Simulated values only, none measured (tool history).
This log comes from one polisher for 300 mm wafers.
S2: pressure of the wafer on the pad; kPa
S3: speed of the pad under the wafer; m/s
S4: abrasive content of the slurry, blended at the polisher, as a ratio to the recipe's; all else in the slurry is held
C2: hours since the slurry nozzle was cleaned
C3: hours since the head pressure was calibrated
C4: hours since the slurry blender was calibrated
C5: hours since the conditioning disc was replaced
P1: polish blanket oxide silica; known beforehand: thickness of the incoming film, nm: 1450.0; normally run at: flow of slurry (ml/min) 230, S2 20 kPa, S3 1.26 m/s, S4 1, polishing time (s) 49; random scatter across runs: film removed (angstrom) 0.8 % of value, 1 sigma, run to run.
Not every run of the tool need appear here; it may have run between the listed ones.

Run 1, hour 4.1: flow of slurry (ml/min) 230, S2 20 kPa, S3 1.26 m/s, S4 1, polishing time (s) 49; wafers polished on this pad 283; C2 194.8; C3 301.3; C4 181.2; C5 306.1. Result: film removed (angstrom) 1332.8.
Run 2, hour 8.6: flow of slurry (ml/min) 165, S2 20 kPa, S3 1.26 m/s, S4 1, polishing time (s) 49; wafers polished on this pad 347; C2 199.3; C3 305.8; C4 185.7; C5 310.6. Result: film removed (angstrom) 1270.1.
Run 3, hour 13: flow of slurry (ml/min) 230, S2 20 kPa, S3 1.26 m/s, S4 1, polishing time (s) 73; wafers polished on this pad 409; C2 203.7; C3 310.2; C4 190.1; C5 315. Result: film removed (angstrom) 1995.1.
Run 4, hour 17.1: flow of slurry (ml/min) 230, S2 29 kPa, S3 1.26 m/s, S4 1, polishing time (s) 49; wafers polished on this pad 468; C2 207.8; C3 314.3; C4 194.2; C5 319.1. Result: film removed (angstrom) 1918.4.
Run 5, hour 22.6: flow of slurry (ml/min) 230, S2 20 kPa, S3 1.26 m/s, S4 1, polishing time (s) 49; wafers polished on this pad 545; C2 213.3; C3 319.8; C4 199.7; C5 324.6. Result: film removed (angstrom) 1325.9.
Run 6, hour 30.3: flow of slurry (ml/min) 230, S2 20 kPa, S3 1.26 m/s, S4 1, polishing time (s) 28; wafers polished on this pad 655; C2 221; C3 327.5; C4 207.4; C5 332.3. Result: film removed (angstrom) 760.42.
Run 7, hour 34.8: flow of slurry (ml/min) 295, S2 20 kPa, S3 1.26 m/s, S4 1, polishing time (s) 24; wafers polished on this pad 718; C2 225.5; C3 332; C4 211.9; C5 336.8. Result: film removed (angstrom) 675.62.
Run 8, hour 38.2: flow of slurry (ml/min) 230, S2 20 kPa, S3 1.26 m/s, S4 1, polishing time (s) 49; wafers polished on this pad 767; C2 228.9; C3 335.4; C4 215.3; C5 340.2. Result: film removed (angstrom) 1334.8.
At hour 42.5: head pressure recalibrated.
Run 9, hour 44.3: flow of slurry (ml/min) 320, S2 20 kPa, S3 1.26 m/s, S4 1, polishing time (s) 49; wafers polished on this pad 853; C2 235; C3 1.9; C4 221.4; C5 346.3. Result: film removed (angstrom) 1371.
Run 10, hour 48.1: flow of slurry (ml/min) 230, S2 20 kPa, S3 1.26 m/s, S4 1, polishing time (s) 49; wafers polished on this pad 907; C2 238.8; C3 5.7; C4 225.2; C5 350.1. Result: film removed (angstrom) 1327.5.
Run 11, hour 54.8: flow of slurry (ml/min) 230, S2 20 kPa, S3 1.26 m/s, S4 1.3, polishing time (s) 49; wafers polished on this pad 1002; C2 245.5; C3 12.4; C4 231.9; C5 356.8. Result: film removed (angstrom) 1503.3.
Run 12, hour 60.9: flow of slurry (ml/min) 230, S2 20 kPa, S3 0.94 m/s, S4 1, polishing time (s) 49; wafers polished on this pad 1088; C2 251.6; C3 18.5; C4 238; C5 362.9. Result: film removed (angstrom) 1040.5.

Estimate the outcome of run 13 from the log above:
Run 13, hour 66.6: flow of slurry (ml/min) 230, S2 9 kPa, S3 1.26 m/s, S4 1, polishing time (s) 49; wafers polished on this pad 1169; C2 257.3; C3 24.2; C4 243.7; C5 368.6. Result: film removed (angstrom) ?.

film removed (angstrom): 593.35
